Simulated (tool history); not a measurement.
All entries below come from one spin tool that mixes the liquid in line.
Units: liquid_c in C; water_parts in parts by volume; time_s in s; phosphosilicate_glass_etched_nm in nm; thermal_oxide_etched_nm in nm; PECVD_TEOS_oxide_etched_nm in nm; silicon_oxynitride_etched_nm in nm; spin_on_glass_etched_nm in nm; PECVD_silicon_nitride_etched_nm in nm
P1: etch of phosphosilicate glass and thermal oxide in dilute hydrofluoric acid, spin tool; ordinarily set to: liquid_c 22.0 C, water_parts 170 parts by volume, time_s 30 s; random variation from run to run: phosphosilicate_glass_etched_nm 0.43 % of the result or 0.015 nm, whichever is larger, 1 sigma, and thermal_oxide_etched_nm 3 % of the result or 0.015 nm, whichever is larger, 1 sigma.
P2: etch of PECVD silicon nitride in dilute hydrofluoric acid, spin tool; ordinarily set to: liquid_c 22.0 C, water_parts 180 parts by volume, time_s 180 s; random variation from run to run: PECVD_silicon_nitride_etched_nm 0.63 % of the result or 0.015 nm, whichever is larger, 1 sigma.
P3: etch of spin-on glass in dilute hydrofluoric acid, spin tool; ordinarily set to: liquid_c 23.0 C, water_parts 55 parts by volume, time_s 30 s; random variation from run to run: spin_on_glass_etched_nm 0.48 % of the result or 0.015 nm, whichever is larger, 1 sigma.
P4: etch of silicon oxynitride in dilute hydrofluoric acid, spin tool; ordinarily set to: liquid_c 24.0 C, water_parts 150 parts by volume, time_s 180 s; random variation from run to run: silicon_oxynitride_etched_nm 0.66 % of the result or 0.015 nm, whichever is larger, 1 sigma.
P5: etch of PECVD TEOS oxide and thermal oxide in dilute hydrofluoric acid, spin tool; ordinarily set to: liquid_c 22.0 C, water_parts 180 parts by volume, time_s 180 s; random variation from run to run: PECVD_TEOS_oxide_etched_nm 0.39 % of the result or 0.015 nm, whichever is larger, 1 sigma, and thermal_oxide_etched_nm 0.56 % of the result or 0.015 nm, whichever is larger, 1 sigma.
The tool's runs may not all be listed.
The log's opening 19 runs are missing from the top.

run	hour	process	liquid_c	water_parts	time_s	phosphosilicate_glass_etched_nm	thermal_oxide_etched_nm	PECVD_TEOS_oxide_etched_nm	silicon_oxynitride_etched_nm	spin_on_glass_etched_nm	PECVD_silicon_nitride_etched_nm
20	109.6	P1	22.0	110	15	12.4450	0.58688				
21	114.5	P2	22.0	300	180						2.9712
22	119.3	P1	27.0	170	30	18.2790	0.88931				
23	125.4	P1	22.0	170	30	15.0680	0.71713				
24	131.5	P4	24.0	260	180				1.6922		
25	136.9	P4	24.0	150	325				5.6961		
26	141.7	P1	22.0	170	15	7.5233	0.36059				
27	146.8	P1	22.0	170	30	15.2160	0.69751				

Expected results for the next run?
28	152.8	P4	24.0	150	180				?		

{"run 28": {"silicon_oxynitride_etched_nm": 3.1385}}

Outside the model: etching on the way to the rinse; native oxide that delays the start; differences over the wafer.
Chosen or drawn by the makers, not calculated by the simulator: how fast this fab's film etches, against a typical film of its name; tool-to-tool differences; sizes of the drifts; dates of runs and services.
